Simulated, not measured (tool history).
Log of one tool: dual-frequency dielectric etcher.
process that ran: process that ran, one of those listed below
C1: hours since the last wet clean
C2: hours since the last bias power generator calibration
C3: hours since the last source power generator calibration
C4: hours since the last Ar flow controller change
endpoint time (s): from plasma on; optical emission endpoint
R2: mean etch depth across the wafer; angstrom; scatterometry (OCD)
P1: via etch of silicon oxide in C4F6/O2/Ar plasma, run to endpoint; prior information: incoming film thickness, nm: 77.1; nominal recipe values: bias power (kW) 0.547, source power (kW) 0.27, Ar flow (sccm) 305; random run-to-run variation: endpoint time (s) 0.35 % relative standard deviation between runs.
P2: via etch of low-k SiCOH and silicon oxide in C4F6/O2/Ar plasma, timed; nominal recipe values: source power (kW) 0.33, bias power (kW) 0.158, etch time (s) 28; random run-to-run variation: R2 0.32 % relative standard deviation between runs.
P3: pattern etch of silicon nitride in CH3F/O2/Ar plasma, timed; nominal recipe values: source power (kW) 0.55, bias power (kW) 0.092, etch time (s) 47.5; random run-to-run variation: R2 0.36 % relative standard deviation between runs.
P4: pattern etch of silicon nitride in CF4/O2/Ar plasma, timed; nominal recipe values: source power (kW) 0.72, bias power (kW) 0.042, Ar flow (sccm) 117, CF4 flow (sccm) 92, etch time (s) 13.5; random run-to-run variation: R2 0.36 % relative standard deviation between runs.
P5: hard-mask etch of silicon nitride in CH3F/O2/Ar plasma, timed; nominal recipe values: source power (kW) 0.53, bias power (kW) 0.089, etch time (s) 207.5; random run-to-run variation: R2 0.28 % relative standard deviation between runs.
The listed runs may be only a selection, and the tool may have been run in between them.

{"run": 1, "hour": 14.4, "process that ran": "P1", "bias power (kW)": 0.547, "source power (kW)": 0.27, "Ar flow (sccm)": 305, "C1": 485.6, "C2": 1283.4, "C3": 608.2, "C4": 254.7, "endpoint time (s)": 19.227}
{"run": 2, "hour": 26.4, "process that ran": "P5", "bias power (kW)": 0.118, "source power (kW)": 0.53, "etch time (s)": 207.5, "C1": 497.6, "C2": 1295.4, "C3": 620.2, "C4": 266.7, "R2": 1962.9}
{"run": 3, "hour": 39.3, "process that ran": "P5", "bias power (kW)": 0.089, "source power (kW)": 0.53, "etch time (s)": 207.5, "C1": 510.5, "C2": 1308.3, "C3": 633.1, "C4": 279.6, "R2": 1767.1}
{"run": 4, "hour": 51.4, "process that ran": "P1", "bias power (kW)": 0.547, "source power (kW)": 0.27, "Ar flow (sccm)": 305, "C1": 522.6, "C2": 1320.4, "C3": 645.2, "C4": 291.7, "endpoint time (s)": 19.16}
{"run": 5, "hour": 65.2, "process that ran": "P2", "bias power (kW)": 0.158, "source power (kW)": 0.33, "etch time (s)": 21.5, "C1": 536.4, "C2": 1334.2, "C3": 659, "C4": 305.5, "R2": 439.46}
{"run": 6, "hour": 79.5, "process that ran": "P1", "bias power (kW)": 0.547, "source power (kW)": 0.27, "Ar flow (sccm)": 363, "C1": 550.7, "C2": 1348.5, "C3": 673.3, "C4": 319.8, "endpoint time (s)": 19.579}
{"run": 7, "hour": 86.3, "process that ran": "P2", "bias power (kW)": 0.158, "source power (kW)": 0.33, "etch time (s)": 28, "C1": 557.5, "C2": 1355.3, "C3": 680.1, "C4": 326.6, "R2": 571.42}
{"run": 8, "hour": 99.1, "process that ran": "P1", "bias power (kW)": 0.547, "source power (kW)": 0.27, "Ar flow (sccm)": 305, "C1": 570.3, "C2": 1368.1, "C3": 692.9, "C4": 339.4, "endpoint time (s)": 19.265}
{"hour": 104.9, "done": "wet clean of the chamber"}
{"run": 9, "hour": 112.1, "process that ran": "P1", "bias power (kW)": 0.547, "source power (kW)": 0.27, "Ar flow (sccm)": 219, "C1": 7.2, "C2": 1381.1, "C3": 705.9, "C4": 352.4, "endpoint time (s)": 18.548}
{"run": 10, "hour": 120.1, "process that ran": "P3", "bias power (kW)": 0.092, "source power (kW)": 0.71, "etch time (s)": 47.5, "C1": 15.2, "C2": 1389.1, "C3": 713.9, "C4": 360.4, "R2": 467.19}
{"run": 11, "hour": 132.0, "process that ran": "P1", "bias power (kW)": 0.547, "source power (kW)": 0.27, "Ar flow (sccm)": 305, "C1": 27.1, "C2": 1401, "C3": 725.8, "C4": 372.3, "endpoint time (s)": 19.343}
{"run": 12, "hour": 145.9, "process that ran": "P5", "bias power (kW)": 0.089, "source power (kW)": 0.53, "etch time (s)": 302.5, "C1": 41, "C2": 1414.9, "C3": 739.7, "C4": 386.2, "R2": 2584.1}
{"run": 13, "hour": 157.0, "process that ran": "P4", "bias power (kW)": 0.042, "source power (kW)": 0.72, "Ar flow (sccm)": 117, "etch time (s)": 9.5, "CF4 flow (sccm)": 92, "C1": 52.1, "C2": 1426, "C3": 750.8, "C4": 397.3, "R2": 227.45}
{"run": 14, "hour": 166.5, "process that ran": "P4", "bias power (kW)": 0.029, "source power (kW)": 0.72, "Ar flow (sccm)": 117, "etch time (s)": 13.5, "CF4 flow (sccm)": 92, "C1": 61.6, "C2": 1435.5, "C3": 760.3, "C4": 406.8, "R2": 283.47}
{"run": 15, "hour": 173.8, "process that ran": "P1", "bias power (kW)": 0.761, "source power (kW)": 0.37, "Ar flow (sccm)": 305, "C1": 68.9, "C2": 1442.8, "C3": 767.6, "C4": 414.1, "endpoint time (s)": 14.99}
{"run": 16, "hour": 185.5, "process that ran": "P4", "bias power (kW)": 0.042, "source power (kW)": 0.72, "Ar flow (sccm)": 95, "etch time (s)": 13.5, "CF4 flow (sccm)": 92, "C1": 80.6, "C2": 1454.5, "C3": 779.3, "C4": 425.8, "R2": 334.87}
{"run": 17, "hour": 191.8, "process that ran": "P2", "bias power (kW)": 0.158, "source power (kW)": 0.43, "etch time (s)": 28, "C1": 86.9, "C2": 1460.8, "C3": 785.6, "C4": 432.1, "R2": 632.27}
{"run": 18, "hour": 203.0, "process that ran": "P1", "bias power (kW)": 0.547, "source power (kW)": 0.27, "Ar flow (sccm)": 305, "C1": 98.1, "C2": 1472, "C3": 796.8, "C4": 443.3, "endpoint time (s)": 19.206}
{"run": 19, "hour": 211.5, "process that ran": "P4", "bias power (kW)": 0.042, "source power (kW)": 0.72, "Ar flow (sccm)": 117, "etch time (s)": 13.5, "CF4 flow (sccm)": 92, "C1": 106.6, "C2": 1480.5, "C3": 805.3, "C4": 451.8, "R2": 322.22}
{"hour": 214.7, "done": "bias power generator calibrated"}
{"run": 20, "hour": 222.3, "process that ran": "P1", "bias power (kW)": 0.547, "source power (kW)": 0.21, "Ar flow (sccm)": 305, "C1": 117.4, "C2": 7.6, "C3": 816.1, "C4": 462.6, "endpoint time (s)": 21.028}
{"run": 21, "hour": 234.9, "process that ran": "P1", "bias power (kW)": 0.37, "source power (kW)": 0.27, "Ar flow (sccm)": 305, "C1": 130, "C2": 20.2, "C3": 828.7, "C4": 475.2, "endpoint time (s)": 22.3}
{"run": 22, "hour": 248.9, "process that ran": "P1", "bias power (kW)": 0.547, "source power (kW)": 0.35, "Ar flow (sccm)": 305, "C1": 144, "C2": 34.2, "C3": 842.7, "C4": 489.2, "endpoint time (s)": 17.538}
{"run": 23, "hour": 256.5, "process that ran": "P1", "bias power (kW)": 0.656, "source power (kW)": 0.27, "Ar flow (sccm)": 246, "C1": 151.6, "C2": 41.8, "C3": 850.3, "C4": 496.8, "endpoint time (s)": 17.46}
{"run": 24, "hour": 267.6, "process that ran": "P5", "bias power (kW)": 0.089, "source power (kW)": 0.34, "etch time (s)": 207.5, "C1": 162.7, "C2": 52.9, "C3": 861.4, "C4": 507.9, "R2": 1506.7}
{"run": 25, "hour": 278.1, "process that ran": "P3", "bias power (kW)": 0.092, "source power (kW)": 0.55, "etch time (s)": 30, "C1": 173.2, "C2": 63.4, "C3": 871.9, "C4": 518.4, "R2": 267.93}
{"run": 26, "hour": 285.5, "process that ran": "P1", "bias power (kW)": 0.704, "source power (kW)": 0.27, "Ar flow (sccm)": 305, "C1": 180.6, "C2": 70.8, "C3": 879.3, "C4": 525.8, "endpoint time (s)": 17.423}
{"run": 27, "hour": 291.8, "process that ran": "P3", "bias power (kW)": 0.058, "source power (kW)": 0.55, "etch time (s)": 47.5, "C1": 186.9, "C2": 77.1, "C3": 885.6, "C4": 532.1, "R2": 362.24}
{"run": 28, "hour": 303.4, "process that ran": "P4", "bias power (kW)": 0.042, "source power (kW)": 0.43, "Ar flow (sccm)": 117, "etch time (s)": 13.5, "CF4 flow (sccm)": 92, "C1": 198.5, "C2": 88.7, "C3": 897.2, "C4": 543.7, "R2": 204.4}
{"run": 29, "hour": 315.9, "process that ran": "P3", "bias power (kW)": 0.092, "source power (kW)": 0.55, "etch time (s)": 47.5, "C1": 211, "C2": 101.2, "C3": 909.7, "C4": 556.2, "R2": 421.72}
{"run": 30, "hour": 324.9, "process that ran": "P2", "bias power (kW)": 0.204, "source power (kW)": 0.33, "etch time (s)": 28, "C1": 220, "C2": 110.2, "C3": 918.7, "C4": 565.2, "R2": 620.67}
{"run": 31, "hour": 337.9, "process that ran": "P4", "bias power (kW)": 0.042, "source power (kW)": 0.72, "Ar flow (sccm)": 117, "etch time (s)": 13.5, "CF4 flow (sccm)": 116, "C1": 233, "C2": 123.2, "C3": 931.7, "C4": 578.2, "R2": 334.29}
{"run": 32, "hour": 347.4, "process that ran": "P1", "bias power (kW)": 0.547, "source power (kW)": 0.27, "Ar flow (sccm)": 305, "C1": 242.5, "C2": 132.7, "C3": 941.2, "C4": 587.7, "endpoint time (s)": 19.321}
{"run": 33, "hour": 357.6, "process that ran": "P1", "bias power (kW)": 0.547, "source power (kW)": 0.27, "Ar flow (sccm)": 305, "C1": 252.7, "C2": 142.9, "C3": 951.4, "C4": 597.9, "endpoint time (s)": 19.088}
{"run": 34, "hour": 370.6, "process that ran": "P1", "bias power (kW)": 0.547, "source power (kW)": 0.27, "Ar flow (sccm)": 305, "C1": 265.7, "C2": 155.9, "C3": 964.4, "C4": 610.9, "endpoint time (s)": 18.962}

Run 35 has not been measured yet. What should we expect?
{"hour": 382.2, "done": "Ar flow controller replaced"}
{"run": 35, "hour": 382.6, "process that ran": "P1", "bias power (kW)": 0.547, "source power (kW)": 0.27, "Ar flow (sccm)": 305, "C1": 277.7, "C2": 167.9, "C3": 976.4, "C4": 0.4, "endpoint time (s)": "?"}

{"run 35": {"endpoint time (s)": 18.959}}

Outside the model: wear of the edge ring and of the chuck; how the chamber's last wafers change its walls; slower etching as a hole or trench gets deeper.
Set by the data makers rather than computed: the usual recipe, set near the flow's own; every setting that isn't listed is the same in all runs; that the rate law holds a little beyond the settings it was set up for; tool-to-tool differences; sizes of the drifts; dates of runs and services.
